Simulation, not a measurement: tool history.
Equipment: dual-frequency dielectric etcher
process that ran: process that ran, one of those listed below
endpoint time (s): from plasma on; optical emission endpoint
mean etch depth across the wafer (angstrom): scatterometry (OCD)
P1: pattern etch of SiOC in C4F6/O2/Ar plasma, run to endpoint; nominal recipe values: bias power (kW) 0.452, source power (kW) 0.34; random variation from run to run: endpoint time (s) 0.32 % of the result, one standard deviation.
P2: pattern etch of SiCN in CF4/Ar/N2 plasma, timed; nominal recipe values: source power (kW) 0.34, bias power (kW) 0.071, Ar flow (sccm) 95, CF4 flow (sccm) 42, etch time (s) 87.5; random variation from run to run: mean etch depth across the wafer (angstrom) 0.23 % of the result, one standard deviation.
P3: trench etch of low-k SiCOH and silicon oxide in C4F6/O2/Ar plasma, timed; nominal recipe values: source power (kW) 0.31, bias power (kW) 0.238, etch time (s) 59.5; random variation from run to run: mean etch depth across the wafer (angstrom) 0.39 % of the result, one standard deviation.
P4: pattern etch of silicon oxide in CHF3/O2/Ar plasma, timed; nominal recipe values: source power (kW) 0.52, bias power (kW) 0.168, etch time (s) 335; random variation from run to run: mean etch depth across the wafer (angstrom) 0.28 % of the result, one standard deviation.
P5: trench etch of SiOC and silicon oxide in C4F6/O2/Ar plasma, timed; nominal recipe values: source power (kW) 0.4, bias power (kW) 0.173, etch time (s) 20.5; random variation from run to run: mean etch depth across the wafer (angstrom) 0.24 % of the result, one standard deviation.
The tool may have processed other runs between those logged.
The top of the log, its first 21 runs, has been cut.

| run | hour | process that ran | bias power (kW) | source power (kW) | etch time (s) | Ar flow (sccm) | CF4 flow (sccm) | hours since the last wet clean | hours since the last bias power generator calibration | hours since the last source power generator calibration | endpoint time (s) | mean etch depth across the wafer (angstrom) |
|---|---|---|---|---|---|---|---|---|---|---|---|---|
| 22 | 135.2 | P1 | 0.353 | 0.34 |  |  |  | 256.8 | 1460.8 | 1361 | 16.736 |  |
| 23 | 140.4 | P2 | 0.071 | 0.46 | 87.5 | 95 | 42 | 262 | 1466 | 1366.2 |  | 713.52 |
| 24 | 148.2 | P2 | 0.071 | 0.34 | 87.5 | 95 | 50 | 269.8 | 1473.8 | 1374 |  | 561.67 |
| 25 | 153.4 | P2 | 0.071 | 0.34 | 87.5 | 134 | 42 | 275 | 1479 | 1379.2 |  | 516.41 |
| 26 | 159.3 | P5 | 0.173 | 0.4 | 20.5 |  |  | 280.9 | 1484.9 | 1385.1 |  | 388.49 |
| 27 | 164 | P1 | 0.452 | 0.34 |  |  |  | 285.6 | 1489.6 | 1389.8 | 15.205 |  |
| 28 | 169 | P2 | 0.056 | 0.34 | 87.5 | 95 | 42 | 290.6 | 1494.6 | 1394.8 |  | 499.95 |
| 29 | 173.8 | P1 | 0.452 | 0.34 |  |  |  | 295.4 | 1499.4 | 1399.6 | 15.331 |  |
| 30 | 177.7 | P4 | 0.168 | 0.52 | 335 |  |  | 299.3 | 1503.3 | 1403.5 |  | 6091.4 |
| 31 | 185.3 | P1 | 0.452 | 0.34 |  |  |  | 306.9 | 1510.9 | 1411.1 | 15.198 |  |
| 32 | 192.7 | P1 | 0.452 | 0.34 |  |  |  | 314.3 | 1518.3 | 1418.5 | 15.285 |  |
| 33 | 200.1 | P1 | 0.452 | 0.34 |  |  |  | 321.7 | 1525.7 | 1425.9 | 15.257 |  |
| 34 | 205.6 | P1 | 0.452 | 0.34 |  |  |  | 327.2 | 1531.2 | 1431.4 | 15.204 |  |
| 35 | 211.2 | P1 | 0.452 | 0.34 |  |  |  | 332.8 | 1536.8 | 1437 | 15.102 |  |
| 36 | 217.9 | P1 | 0.452 | 0.34 |  |  |  | 339.5 | 1543.5 | 1443.7 | 15.141 |  |
| 37 | 224.3 | P1 | 0.452 | 0.34 |  |  |  | 345.9 | 1549.9 | 1450.1 | 15.014 |  |
| 38 | 231.2 | P1 | 0.452 | 0.34 |  |  |  | 352.8 | 1556.8 | 1457 | 15.06 |  |
|  | 235.6 | wet clean of the chamber |
| 39 | 235.9 | P1 | 0.452 | 0.34 |  |  |  | 0.4 | 1561.5 | 1461.7 | 15.029 |  |
| 40 | 242.7 | P1 | 0.452 | 0.34 |  |  |  | 7.2 | 1568.3 | 1468.5 | 14.986 |  |
| 41 | 249.8 | P1 | 0.452 | 0.34 |  |  |  | 14.3 | 1575.4 | 1475.6 | 14.954 |  |

Run 42 has not been measured yet. What should we expect?
| 42 | 255 | P1 | 0.452 | 0.34 |  |  |  | 19.5 | 1580.6 | 1480.8 | ? |  |

endpoint time (s): 14.959
